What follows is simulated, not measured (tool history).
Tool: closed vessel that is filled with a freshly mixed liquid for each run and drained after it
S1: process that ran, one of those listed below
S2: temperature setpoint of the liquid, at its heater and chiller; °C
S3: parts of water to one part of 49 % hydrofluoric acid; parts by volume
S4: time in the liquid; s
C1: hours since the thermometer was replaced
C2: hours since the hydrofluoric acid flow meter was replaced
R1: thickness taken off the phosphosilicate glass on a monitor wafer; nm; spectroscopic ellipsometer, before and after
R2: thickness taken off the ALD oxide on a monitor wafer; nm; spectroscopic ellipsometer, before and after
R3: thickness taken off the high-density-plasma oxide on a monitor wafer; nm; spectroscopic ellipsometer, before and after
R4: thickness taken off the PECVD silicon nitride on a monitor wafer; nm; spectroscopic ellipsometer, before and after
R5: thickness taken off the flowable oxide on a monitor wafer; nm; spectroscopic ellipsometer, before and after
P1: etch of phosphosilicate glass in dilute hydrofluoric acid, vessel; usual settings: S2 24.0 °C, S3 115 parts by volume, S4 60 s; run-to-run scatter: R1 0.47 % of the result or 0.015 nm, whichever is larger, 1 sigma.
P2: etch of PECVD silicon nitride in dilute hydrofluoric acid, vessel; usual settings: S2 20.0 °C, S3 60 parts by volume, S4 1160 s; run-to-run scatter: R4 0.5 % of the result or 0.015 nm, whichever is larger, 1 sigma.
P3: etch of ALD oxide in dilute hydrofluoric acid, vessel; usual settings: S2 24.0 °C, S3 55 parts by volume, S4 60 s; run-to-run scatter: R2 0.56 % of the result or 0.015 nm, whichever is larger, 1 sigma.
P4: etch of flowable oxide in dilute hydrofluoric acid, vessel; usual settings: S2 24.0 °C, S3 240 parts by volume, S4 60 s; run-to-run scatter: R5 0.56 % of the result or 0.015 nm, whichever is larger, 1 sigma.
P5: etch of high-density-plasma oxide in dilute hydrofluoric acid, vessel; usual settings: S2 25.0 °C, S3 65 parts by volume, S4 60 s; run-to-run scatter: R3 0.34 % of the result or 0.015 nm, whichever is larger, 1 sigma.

| run | hour | S1 | S2 | S3 | S4 | C1 | C2 | R1 | R2 | R3 | R4 | R5 |
|---|---|---|---|---|---|---|---|---|---|---|---|---|
| 1 | 9.4 | P1 | 24.0 | 115 | 60 | 1577.2 | 121.1 | 72.606 |  |  |  |  |
| 2 | 15.5 | P3 | 24.0 | 55 | 30 | 1583.3 | 127.2 |  | 12.296 |  |  |  |
| 3 | 25.9 | P1 | 32.0 | 115 | 60 | 1593.7 | 137.6 | 98.951 |  |  |  |  |
| 4 | 33.5 | P1 | 24.0 | 115 | 60 | 1601.3 | 145.2 | 73.159 |  |  |  |  |
| 5 | 42.9 | P3 | 24.0 | 90 | 60 | 1610.7 | 154.6 |  | 14.276 |  |  |  |
| 6 | 52.7 | P1 | 24.0 | 115 | 60 | 1620.5 | 164.4 | 72.399 |  |  |  |  |
| 7 | 61.3 | P1 | 24.0 | 215 | 60 | 1629.1 | 173.0 | 35.130 |  |  |  |  |
| 8 | 70.5 | P1 | 17.0 | 115 | 60 | 1638.3 | 182.2 | 54.870 |  |  |  |  |
| 9 | 81.2 | P1 | 18.5 | 70 | 60 | 1649.0 | 192.9 | 101.140 |  |  |  |  |
| 10 | 88.5 | P5 | 25.0 | 20 | 60 | 1656.3 | 200.2 |  |  | 21.0930 |  |  |
| 11 | 95.2 | P1 | 24.0 | 40 | 60 | 1663.0 | 206.9 | 231.330 |  |  |  |  |
| 12 | 103.4 | P2 | 20.0 | 60 | 30 | 1671.2 | 215.1 |  |  |  | 1.4278 |  |
| 13 | 109.6 | P5 | 25.0 | 65 | 60 | 1677.4 | 221.3 |  |  | 6.1446 |  |  |
| 14 | 119.1 | P3 | 24.0 | 55 | 60 | 1686.9 | 230.8 |  | 24.415 |  |  |  |
| 15 | 127.7 | P5 | 31.5 | 65 | 60 | 1695.5 | 239.4 |  |  | 7.8642 |  |  |
| 16 | 135.8 | P5 | 25.0 | 65 | 30 | 1703.6 | 247.5 |  |  | 3.0881 |  |  |
| 17 | 145.2 | P4 | 32.0 | 240 | 60 | 1713.0 | 256.9 |  |  |  |  | 9.9433 |
| 18 | 153.6 | P1 | 18.5 | 115 | 100 | 1721.4 | 265.3 | 97.753 |  |  |  |  |
| 19 | 160.4 | P2 | 27.0 | 60 | 1160 | 1728.2 | 272.1 |  |  |  | 87.7650 |  |
| 20 | 169.4 | P1 | 24.0 | 115 | 110 | 1737.2 | 281.1 | 133.650 |  |  |  |  |
| 21 | 179.9 | P2 | 20.0 | 110 | 1160 | 1747.7 | 291.6 |  |  |  | 30.6610 |  |
| 22 | 185.1 | P3 | 24.0 | 55 | 60 | 1752.9 | 296.8 |  | 24.622 |  |  |  |
| 23 | 190.2 | P5 | 25.0 | 65 | 60 | 1758.0 | 301.9 |  |  | 6.1541 |  |  |
| 24 | 201.4 | P4 | 24.0 | 75 | 60 | 1769.2 | 313.1 |  |  |  |  | 29.0840 |
| 25 | 207.9 | P3 | 32.0 | 55 | 60 | 1775.7 | 319.6 |  | 33.508 |  |  |  |
| 26 | 213.0 | P4 | 24.0 | 240 | 60 | 1780.8 | 324.7 |  |  |  |  | 7.5417 |
| 27 | 218.9 | P4 | 24.0 | 240 | 100 | 1786.7 | 330.6 |  |  |  |  | 12.5520 |
| 28 | 227.0 | P2 | 20.0 | 60 | 1160 | 1794.8 | 338.7 |  |  |  | 54.7270 |  |
| 29 | 232.8 | P1 | 24.0 | 115 | 60 | 1800.6 | 344.5 | 72.786 |  |  |  |  |
| 30 | 241.0 | P1 | 24.0 | 115 | 30 | 1808.8 | 352.7 | 36.315 |  |  |  |  |
| 31 | 247.9 | P1 | 24.0 | 115 | 60 | 1815.7 | 359.6 | 73.059 |  |  |  |  |
| 32 | 257.8 | P1 | 24.0 | 115 | 60 | 1825.6 | 369.5 | 70.180 |  |  |  |  |
| 33 | 269.0 | P1 | 24.0 | 115 | 60 | 1836.8 | 380.7 | 69.055 |  |  |  |  |
| 34 | 278.6 | P1 | 24.0 | 115 | 60 | 1846.4 | 390.3 | 68.255 |  |  |  |  |

Run 35 comes next. What will it give?
| 35 | 289.2 | P1 | 24.0 | 115 | 60 | 1857.0 | 400.9 | ? |  |  |  |  |

R1: 67.735 nm
